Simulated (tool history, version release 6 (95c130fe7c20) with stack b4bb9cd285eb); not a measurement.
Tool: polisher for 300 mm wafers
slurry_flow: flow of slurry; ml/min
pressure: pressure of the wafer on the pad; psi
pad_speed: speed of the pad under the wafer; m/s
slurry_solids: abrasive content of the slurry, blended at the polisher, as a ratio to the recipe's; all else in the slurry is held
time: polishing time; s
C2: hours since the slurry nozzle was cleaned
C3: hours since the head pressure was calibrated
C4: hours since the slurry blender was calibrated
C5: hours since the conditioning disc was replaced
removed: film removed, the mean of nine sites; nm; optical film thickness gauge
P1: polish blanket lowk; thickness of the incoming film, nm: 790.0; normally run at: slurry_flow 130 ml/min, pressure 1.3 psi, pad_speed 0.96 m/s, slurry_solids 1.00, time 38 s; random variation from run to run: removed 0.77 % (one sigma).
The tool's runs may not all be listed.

Run 1, day 0.396: slurry_flow 130 ml/min, pressure 1.3 psi, pad_speed 0.96 m/s, slurry_solids 1.00, time 38 s; wafers polished on this pad 1208; C2 96.8; C3 302.7; C4 107.4; C5 56.3. Result: removed 12.4450 nm.
Run 2, day 0.658: slurry_flow 130 ml/min, pressure 1.3 psi, pad_speed 0.96 m/s, slurry_solids 1.00, time 38 s; wafers polished on this pad 1292; C2 103.1; C3 309.0; C4 113.7; C5 62.6. Result: removed 12.6620 nm.
Run 3, day 1.021: slurry_flow 130 ml/min, pressure 1.3 psi, pad_speed 0.96 m/s, slurry_solids 1.00, time 38 s; wafers polished on this pad 1407; C2 111.8; C3 317.7; C4 122.4; C5 71.3. Result: removed 12.5000 nm.
Run 4, day 1.400: slurry_flow 130 ml/min, pressure 1.3 psi, pad_speed 1.48 m/s, slurry_solids 1.00, time 38 s; wafers polished on this pad 1529; C2 120.9; C3 326.8; C4 131.5; C5 80.4. Result: removed 17.7280 nm.
Run 5, day 1.679: slurry_flow 130 ml/min, pressure 1.3 psi, pad_speed 0.96 m/s, slurry_solids 1.00, time 38 s; wafers polished on this pad 1618; C2 127.6; C3 333.5; C4 138.2; C5 87.1. Result: removed 12.5240 nm.
Run 6, day 1.988: slurry_flow 200 ml/min, pressure 1.3 psi, pad_speed 0.96 m/s, slurry_solids 1.00, time 38 s; wafers polished on this pad 1716; C2 135.0; C3 340.9; C4 145.6; C5 94.5. Result: removed 13.5580 nm.
Run 7, day 2.262: slurry_flow 130 ml/min, pressure 1.3 psi, pad_speed 0.96 m/s, slurry_solids 1.00, time 24 s; wafers polished on this pad 1804; C2 141.6; C3 347.5; C4 152.2; C5 101.1. Result: removed 7.8142 nm.
Run 8, day 2.667: slurry_flow 130 ml/min, pressure 1.3 psi, pad_speed 0.96 m/s, slurry_solids 0.55, time 38 s; wafers polished on this pad 1933; C2 151.3; C3 357.2; C4 161.9; C5 110.8. Result: removed 9.1253 nm.
Run 9, day 3.067: slurry_flow 130 ml/min, pressure 1.3 psi, pad_speed 0.44 m/s, slurry_solids 1.00, time 38 s; wafers polished on this pad 2061; C2 160.9; C3 366.8; C4 171.5; C5 120.4. Result: removed 6.8034 nm.
Run 10, day 3.383: slurry_flow 80 ml/min, pressure 1.3 psi, pad_speed 0.96 m/s, slurry_solids 1.00, time 25 s; wafers polished on this pad 2162; C2 168.5; C3 374.4; C4 179.1; C5 128.0. Result: removed 7.2809 nm.
Run 11, day 3.571: slurry_flow 130 ml/min, pressure 1.3 psi, pad_speed 0.96 m/s, slurry_solids 1.00, time 38 s; wafers polished on this pad 2222; C2 173.0; C3 378.9; C4 183.6; C5 132.5. Result: removed 12.5840 nm.
Run 12, day 3.829: slurry_flow 130 ml/min, pressure 1.3 psi, pad_speed 0.96 m/s, slurry_solids 1.00, time 58 s; wafers polished on this pad 2305; C2 179.2; C3 385.1; C4 189.8; C5 138.7. Result: removed 19.2770 nm.
Run 13, day 4.058: slurry_flow 80 ml/min, pressure 1.3 psi, pad_speed 0.96 m/s, slurry_solids 1.00, time 38 s; wafers polished on this pad 2378; C2 184.7; C3 390.6; C4 195.3; C5 144.2. Result: removed 11.0760 nm.
Run 14, day 4.250: slurry_flow 130 ml/min, pressure 1.3 psi, pad_speed 0.96 m/s, slurry_solids 1.00, time 38 s; wafers polished on this pad 2439; C2 189.3; C3 395.2; C4 199.9; C5 148.8. Result: removed 12.4770 nm.
Run 15, day 4.567: slurry_flow 130 ml/min, pressure 2.0 psi, pad_speed 0.96 m/s, slurry_solids 1.00, time 38 s; wafers polished on this pad 2540; C2 196.9; C3 402.8; C4 207.5; C5 156.4. Result: removed 19.2650 nm.

The next listed run, before its measurement:
Run 16, day 4.821: slurry_flow 130 ml/min, pressure 1.3 psi, pad_speed 0.96 m/s, slurry_solids 1.00, time 38 s; wafers polished on this pad 2622; C2 203.0; C3 408.9; C4 213.6; C5 162.5. Result: removed ?.

removed: 12.4440 nm
